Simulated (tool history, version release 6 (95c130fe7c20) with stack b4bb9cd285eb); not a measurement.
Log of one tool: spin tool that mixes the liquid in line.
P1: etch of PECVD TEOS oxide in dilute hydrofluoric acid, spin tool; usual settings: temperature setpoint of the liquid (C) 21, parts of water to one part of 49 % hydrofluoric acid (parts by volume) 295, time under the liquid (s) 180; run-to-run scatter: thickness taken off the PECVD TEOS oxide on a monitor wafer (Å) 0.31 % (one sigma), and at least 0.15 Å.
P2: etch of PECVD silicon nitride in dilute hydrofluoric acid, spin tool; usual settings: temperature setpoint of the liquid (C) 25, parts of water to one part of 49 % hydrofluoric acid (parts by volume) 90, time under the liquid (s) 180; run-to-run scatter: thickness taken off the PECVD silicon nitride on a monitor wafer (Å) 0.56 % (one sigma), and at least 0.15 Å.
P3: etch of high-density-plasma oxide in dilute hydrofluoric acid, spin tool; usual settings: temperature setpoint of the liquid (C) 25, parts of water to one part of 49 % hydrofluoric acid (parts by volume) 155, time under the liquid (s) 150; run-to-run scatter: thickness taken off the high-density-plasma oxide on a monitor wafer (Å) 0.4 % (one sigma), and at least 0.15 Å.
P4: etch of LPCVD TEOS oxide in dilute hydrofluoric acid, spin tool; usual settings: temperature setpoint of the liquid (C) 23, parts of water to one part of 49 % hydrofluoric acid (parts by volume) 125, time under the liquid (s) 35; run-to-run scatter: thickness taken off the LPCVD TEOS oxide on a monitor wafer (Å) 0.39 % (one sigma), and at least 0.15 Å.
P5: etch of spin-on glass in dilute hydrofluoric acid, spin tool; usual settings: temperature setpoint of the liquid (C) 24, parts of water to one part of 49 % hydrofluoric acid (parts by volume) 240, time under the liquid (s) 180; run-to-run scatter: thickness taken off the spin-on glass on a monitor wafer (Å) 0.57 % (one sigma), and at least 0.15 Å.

run,hour,process that ran,temperature setpoint of the liquid (C),parts of water to one part of 49 % hydrofluoric acid (parts by volume),time under the liquid (s),hours since the thermometer was replaced,hours since the hydrofluoric acid flow meter was replaced,thickness taken off the PECVD TEOS oxide on a monitor wafer (Å),thickness taken off the LPCVD TEOS oxide on a monitor wafer (Å),thickness taken off the high-density-plasma oxide on a monitor wafer (Å),thickness taken off the spin-on glass on a monitor wafer (Å),thickness taken off the PECVD silicon nitride on a monitor wafer (Å)
1,6.2,P1,21,295,180,649.6,602.7,84.678,,,,
2,12.4,P1,21,415,15,655.8,608.9,4.4877,,,,
3,19.8,P4,23,125,35,663.2,616.3,,75.052,,,
4,25.7,P1,21,295,350,669.1,622.2,164.13,,,,
5,34.3,P1,21,295,180,677.7,630.8,84.403,,,,
6,41.5,P1,17,295,180,684.9,638,72.784,,,,
7,46.1,P3,25,155,150,689.5,642.6,,,61.809,,
8,53.1,P4,23,125,15,696.5,649.6,,32.512,,,
9,59.6,P4,23,65,35,703,656.1,,155.58,,,
10,66.8,P3,19,155,150,710.2,663.3,,,48.716,,
11,75.8,P1,21,295,180,719.2,672.3,84.445,,,,
12,82.2,P1,21,295,180,725.6,678.7,84.343,,,,
13,89.8,P5,30.5,240,180,733.2,686.3,,,,302.72,
14,94.8,P1,21,295,70,738.2,691.3,32.83,,,,
15,104.7,P1,21,295,180,748.1,701.2,83.885,,,,
# hour 112.4: hydrofluoric acid flow meter replaced
16,114.4,P2,25,160,180,757.8,2.1,,,,,24.511
17,119.6,P3,25,155,50,763,7.3,,,20.616,,
18,129.7,P2,33.5,90,180,773.1,17.4,,,,,74.318
19,134.7,P1,29,295,180,778.1,22.4,110.8,,,,
20,144.3,P1,21,295,180,787.7,32,83.82,,,,
21,151.8,P3,25,255,150,795.2,39.5,,,33.574,,
22,157.2,P4,31,125,35,800.6,44.9,,101,,,
23,166.2,P5,24,135,180,809.6,53.9,,,,477.39,
24,172.8,P5,24,240,325,816.2,60.5,,,,430.89,
25,178.3,P1,21,540,180,821.7,66,37.23,,,,
26,188.3,P1,21,130,180,831.7,76,225.44,,,,
27,194.9,P2,25,90,325,838.3,82.6,,,,,78.256
28,200.7,P1,28.5,295,105,844.1,88.4,63.524,,,,
29,208.1,P5,24,240,180,851.5,95.8,,,,238.61,
30,213.6,P2,25,90,180,857,101.3,,,,,43.046
31,220.2,P1,21,295,180,863.6,107.9,83.86,,,,
32,228.4,P1,21,295,180,871.8,116.1,82.22,,,,
33,238.7,P1,21,295,180,882.1,126.4,81.005,,,,
34,245.9,P1,21,295,180,889.3,133.6,80.076,,,,
35,251,P1,21,295,180,894.4,138.7,80.088,,,,
36,257,P1,21,295,180,900.4,144.7,79.591,,,,
37,265.6,P1,21,295,180,909,153.3,80.175,,,,
38,273.6,P1,21,295,180,917,161.3,79.142,,,,
39,279.8,P1,21,295,180,923.2,167.5,78.952,,,,
40,287.7,P1,21,295,180,931.1,175.4,79.347,,,,
41,296.1,P1,21,295,180,939.5,183.8,79.186,,,,

What P1 gives has crept away from where it was. These 2 causes fit the log equally well, each at the size given:
A: hydrofluoric acid flow below the setpoint (%) = 4.87
B: liquid colder than its thermometer reads (K) = 1.75
The creep began at about hour 220.2.

4 check runs are offered, one wafer each, their results left as question marks. Which one tells the causes apart?
check 1,304.5,P2,32.5,140,180,,,,,,,?
check 2,304.5,P4,23,125,20,,,,?,,,
check 3,304.5,P3,25,250,150,,,,,?,,
check 4,304.5,P5,27.5,240,180,,,,,,?,

What each check would give under each cause:
check,result,if A,if B
check 1,thickness taken off the PECVD silicon nitride on a monitor wafer (Å),42.253,39.994
check 2,thickness taken off the LPCVD TEOS oxide on a monitor wafer (Å),40.567,40.082
check 3,thickness taken off the high-density-plasma oxide on a monitor wafer (Å),32.345,32.366
check 4,thickness taken off the spin-on glass on a monitor wafer (Å),253.29,253.89
How far apart the two closest causes lie, in the result that separates them most: check 1 5.49 %; check 2 1.2 %; check 3 0.06 %; check 4 0.24 %
Check 1 tells the causes apart: in the others they would give nearly the same result.

Check 1 was then run and gave: thickness taken off the PECVD silicon nitride on a monitor wafer (Å) 42.475. Which cause is it?

It is A: hydrofluoric acid flow below the setpoint (%).

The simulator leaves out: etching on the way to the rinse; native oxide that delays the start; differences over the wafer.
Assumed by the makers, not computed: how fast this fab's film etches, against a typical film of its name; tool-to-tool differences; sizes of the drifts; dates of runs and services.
